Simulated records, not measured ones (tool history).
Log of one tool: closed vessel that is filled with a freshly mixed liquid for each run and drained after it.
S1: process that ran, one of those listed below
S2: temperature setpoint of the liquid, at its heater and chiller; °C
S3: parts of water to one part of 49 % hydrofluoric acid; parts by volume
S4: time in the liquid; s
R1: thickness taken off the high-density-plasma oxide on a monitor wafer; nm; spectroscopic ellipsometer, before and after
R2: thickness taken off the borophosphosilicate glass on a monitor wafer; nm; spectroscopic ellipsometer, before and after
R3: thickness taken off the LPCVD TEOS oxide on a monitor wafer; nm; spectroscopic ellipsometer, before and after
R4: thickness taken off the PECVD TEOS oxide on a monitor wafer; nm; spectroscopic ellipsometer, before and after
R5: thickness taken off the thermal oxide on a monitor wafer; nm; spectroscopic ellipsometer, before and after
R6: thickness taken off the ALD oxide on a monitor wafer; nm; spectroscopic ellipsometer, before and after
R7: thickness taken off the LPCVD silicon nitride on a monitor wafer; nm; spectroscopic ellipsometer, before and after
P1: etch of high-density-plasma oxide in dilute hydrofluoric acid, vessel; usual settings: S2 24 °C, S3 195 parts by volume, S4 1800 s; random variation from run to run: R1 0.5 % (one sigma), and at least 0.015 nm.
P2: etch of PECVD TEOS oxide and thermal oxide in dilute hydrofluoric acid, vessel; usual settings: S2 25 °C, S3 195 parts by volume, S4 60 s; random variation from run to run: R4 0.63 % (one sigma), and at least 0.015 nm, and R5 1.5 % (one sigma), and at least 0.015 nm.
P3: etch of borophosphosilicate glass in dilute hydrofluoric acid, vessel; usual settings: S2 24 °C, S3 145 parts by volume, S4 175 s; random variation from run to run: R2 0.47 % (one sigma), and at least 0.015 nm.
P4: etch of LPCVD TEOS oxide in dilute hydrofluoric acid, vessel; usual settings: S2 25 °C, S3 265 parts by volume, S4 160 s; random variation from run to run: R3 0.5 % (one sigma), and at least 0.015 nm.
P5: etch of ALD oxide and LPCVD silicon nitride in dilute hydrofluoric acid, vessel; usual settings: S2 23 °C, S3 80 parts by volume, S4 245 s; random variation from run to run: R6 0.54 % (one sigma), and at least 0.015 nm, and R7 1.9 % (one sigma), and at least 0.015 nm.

run	hour	S1	S2	S3	S4	R1	R2	R3	R4	R5	R6	R7
1	13.9	P1	24	195	1800	42.273						
2	26.5	P1	24	195	30	0.70186						
3	36.9	P3	24	145	175		40.228					
4	55.5	P1	28	195	1800	48.47						
5	74.9	P1	24	350	1800	20.073						
6	93.6	P4	25	265	40			7.5428				
7	105.5	P1	19.5	195	1800	35.565						
8	118	P1	20	40	1800	207.66						
9	136.8	P2	25	195	60				4.4172	1.3848		
10	153.5	P2	25	195	90				6.6074	2.0146		
11	170.5	P4	25	265	160			30.306				
12	179.9	P5	23	80	475						62.938	2.8794
13	194.7	P5	17	80	245						25.296	0.99482
14	206	P3	24	145	335		76.743					
15	217.5	P2	18	195	60				3.3849	1.0216		
16	226.4	P1	24	195	2730	63.283						
17	237.7	P4	17	265	160			22.44				
18	256.1	P1	24	195	1800	42.081						
19	270.5	P4	25	415	160			16.741				
20	279.3	P5	23	140	245						17.384	0.84114
21	297.4	P1	24	195	1800	42.269						
22	314	P2	25	280	60				2.8369	0.85107		
23	326.4	P3	32	145	175		54.432					
24	345.4	P5	23	80	245						32.69	1.4248
25	361.5	P5	23	80	245						32.991	1.5023
26	372.6	P1	24	195	1800	42.098						
27	384.9	P3	24	40	175		166.88					
28	397.5	P3	24	145	175		40.342					
29	408.2	P1	24	115	1800	78.207						
30	417	P1	24	195	1800	42.095						
31	433	P1	24	195	1800	40.359						
32	450.9	P1	24	195	1800	39.269						
33	467.6	P1	24	195	1800	39.254						
34	477.4	P1	24	195	1800	38.821						
35	487	P1	24	195	1800	38.919						
36	497.4	P1	24	195	1800	38.696						
37	506	P1	24	195	1800	38.651						
38	521.5	P1	24	195	1800	38.504						

What P1 gives has crept away from where it was. These 2 causes fit the log equally well, each at the size given:
A: hydrofluoric acid flow below the setpoint (%) = 6.56
B: liquid colder than its thermometer reads (K) = 2.2
The creep began at about hour 417.

4 check runs are offered, each on 5 wafers whose results are averaged, their results left as question marks. Which one tells the causes apart?
check 1	537	P3	29.5	145	175		?					
check 2	537	P5	17	80	245						?	?
check 3	537	P2	25	270	60				?	?		
check 4	537	P4	19.5	265	160			?				

What each check would give under each cause:
check	result	if A	if B
check 1	R2	45.75	45.765
check 2	R6	23.664	23.174
check 2	R7	0.92439	0.84475
check 3	R4	2.7013	2.7262
check 3	R5	0.83046	0.83811
check 4	R3	22.795	22.823
How far apart the two closest causes lie, in the result that separates them most: check 1 0.03 %; check 2 9.01 %; check 3 0.92 %; check 4 0.12 %
Only check 2 tells the causes apart: in the others they would give nearly the same result.

Check 2 was then run and gave: R6 23.77 nm; R7 0.91954 nm. Which cause is it?

It is A: hydrofluoric acid flow below the setpoint (%).
